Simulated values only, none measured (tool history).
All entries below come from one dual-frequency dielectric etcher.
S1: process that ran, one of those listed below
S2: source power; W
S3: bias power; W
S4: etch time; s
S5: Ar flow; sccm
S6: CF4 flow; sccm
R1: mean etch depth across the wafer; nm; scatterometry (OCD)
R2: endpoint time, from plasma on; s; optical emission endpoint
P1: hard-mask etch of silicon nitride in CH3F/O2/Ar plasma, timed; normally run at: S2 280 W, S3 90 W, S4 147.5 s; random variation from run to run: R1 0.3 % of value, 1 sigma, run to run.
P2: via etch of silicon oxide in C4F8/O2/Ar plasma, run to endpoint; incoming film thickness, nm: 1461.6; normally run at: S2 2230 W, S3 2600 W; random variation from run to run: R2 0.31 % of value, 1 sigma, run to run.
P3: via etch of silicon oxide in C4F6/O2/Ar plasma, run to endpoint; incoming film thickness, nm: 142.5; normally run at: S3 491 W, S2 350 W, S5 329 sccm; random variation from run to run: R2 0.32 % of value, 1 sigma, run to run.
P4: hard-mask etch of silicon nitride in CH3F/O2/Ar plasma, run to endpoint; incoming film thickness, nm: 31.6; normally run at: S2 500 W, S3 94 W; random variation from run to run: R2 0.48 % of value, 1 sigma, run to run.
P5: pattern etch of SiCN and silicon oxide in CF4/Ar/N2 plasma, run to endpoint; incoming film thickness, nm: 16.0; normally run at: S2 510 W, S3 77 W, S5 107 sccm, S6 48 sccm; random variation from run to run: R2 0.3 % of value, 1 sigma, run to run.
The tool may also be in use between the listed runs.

| run | hour | S1 | S2 | S3 | S4 | S5 | S6 | R1 | R2 |
|---|---|---|---|---|---|---|---|---|---|
| 1 | 4.3 | P1 | 280 | 90 | 147.5 |  |  | 97.159 |  |
| 2 | 9.3 | P1 | 280 | 54 | 147.5 |  |  | 80.77 |  |
| 3 | 13.7 | P1 | 280 | 90 | 147.5 |  |  | 96.635 |  |
| 4 | 17 | P1 | 280 | 90 | 147.5 |  |  | 96.801 |  |
| 5 | 21.2 | P5 | 650 | 77 |  | 107 | 48 |  | 13.811 |
| 6 | 25.9 | P1 | 280 | 123 | 147.5 |  |  | 108.65 |  |
| 7 | 29.8 | P3 | 350 | 491 |  | 197 |  |  | 32.646 |
| 8 | 33.8 | P5 | 510 | 77 |  | 107 | 58 |  | 16.635 |
| 9 | 37.4 | P2 | 2230 | 2600 |  |  |  |  | 269.24 |
| 10 | 41.5 | P1 | 280 | 90 | 147.5 |  |  | 96.296 |  |
| 11 | 45.6 | P5 | 510 | 77 |  | 151 | 48 |  | 17.989 |
| 12 | 49.8 | P1 | 230 | 90 | 147.5 |  |  | 90.145 |  |
| 13 | 52.7 | P4 | 500 | 94 |  |  |  |  | 39.044 |
| 14 | 55.6 | P4 | 500 | 130 |  |  |  |  | 34.574 |
| 15 | 59.6 | P1 | 280 | 90 | 92 |  |  | 60.24 |  |
| 16 | 64.4 | P1 | 280 | 90 | 147.5 |  |  | 96.755 |  |
| 17 | 68.5 | P3 | 350 | 357 |  | 329 |  |  | 39.015 |
| 18 | 72.3 | P1 | 380 | 90 | 147.5 |  |  | 108.27 |  |
| 19 | 75.9 | P1 | 360 | 90 | 208.5 |  |  | 150.33 |  |
| 20 | 79.9 | P3 | 350 | 491 |  | 329 |  |  | 34.661 |
| 21 | 82.7 | P2 | 2230 | 3651 |  |  |  |  | 242.44 |
| 22 | 87 | P1 | 280 | 90 | 147.5 |  |  | 96.437 |  |
| 23 | 90.7 | P5 | 510 | 100 |  | 107 | 48 |  | 15.47 |
| 24 | 95.6 | P5 | 510 | 77 |  | 107 | 48 |  | 17.018 |
| 25 | 99.2 | P1 | 280 | 90 | 201.5 |  |  | 132.18 |  |
| 26 | 101.8 | P3 | 480 | 491 |  | 329 |  |  | 30.809 |
| 27 | 106 | P3 | 350 | 491 |  | 329 |  |  | 34.654 |
| 28 | 110.5 | P5 | 510 | 77 |  | 107 | 48 |  | 17.107 |
| 29 | 113.7 | P4 | 650 | 94 |  |  |  |  | 35.159 |
| 30 | 117.1 | P2 | 2890 | 2600 |  |  |  |  | 242.76 |
| 31 | 120.7 | P1 | 280 | 90 | 147.5 |  |  | 96.362 |  |
| 32 | 122.9 | P1 | 280 | 90 | 147.5 |  |  | 96.132 |  |
| 33 | 126.5 | P1 | 280 | 90 | 147.5 |  |  | 95.252 |  |
| 34 | 130.3 | P1 | 280 | 90 | 147.5 |  |  | 95.232 |  |
| 35 | 135.1 | P1 | 280 | 90 | 147.5 |  |  | 95.028 |  |
|  | 135.2 | wet clean of the chamber |
| 36 | 138.4 | P1 | 280 | 90 | 147.5 |  |  | 94.774 |  |
| 37 | 141.6 | P1 | 280 | 90 | 147.5 |  |  | 95.362 |  |

What P1 gives has crept away from where it was. These 2 causes fit the log equally well, each at the size given:
A: source power that arrives under what is set, % = 3.91
B: bias power that arrives under what is set, % = 3.95
Onset of the creep was near hour 120.7.
The rest of the possible causes, and what rules out each one:
chamber walls in a state that lowers the etch rate, %: serviced at hour 135.2, after the drift had started, without restoring the earlier output

Which of the check runs below tells the causes apart, meaning the causes would give it clearly different results? Each run uses 2 wafers whose results are averaged, and each result is shown as a question mark.
| check 1 | 144.8 | P4 | 640 | 94 |  |  |  |  | ? |
| check 2 | 144.8 | P5 | 510 | 77 |  | 107 | 55 |  | ? |
| check 3 | 144.8 | P2 | 2810 | 2600 |  |  |  |  | ? |
| check 4 | 144.8 | P3 | 480 | 491 |  | 218 |  |  | ? |

Check results expected under each cause:
| check | result | if A | if B |
|---|---|---|---|
| check 1 | R2 | 36.014 | 35.98 |
| check 2 | R2 | 17.266 | 16.913 |
| check 3 | R2 | 249.61 | 248.62 |
| check 4 | R2 | 29.862 | 29.865 |
Per check, the gap between the least separated pair of causes, taken in the result that splits them most: check 1 0.1 %; check 2 2.07 %; check 3 0.4 %; check 4 0.01 %
Check 2 distinguishes between the causes, while the remaining checks would return nearly the same result for all of them.

Check 2 was then run and gave: R2 17.262 s. Which cause is it?

The correct cause is A, namely: source power that arrives under what is set, %.

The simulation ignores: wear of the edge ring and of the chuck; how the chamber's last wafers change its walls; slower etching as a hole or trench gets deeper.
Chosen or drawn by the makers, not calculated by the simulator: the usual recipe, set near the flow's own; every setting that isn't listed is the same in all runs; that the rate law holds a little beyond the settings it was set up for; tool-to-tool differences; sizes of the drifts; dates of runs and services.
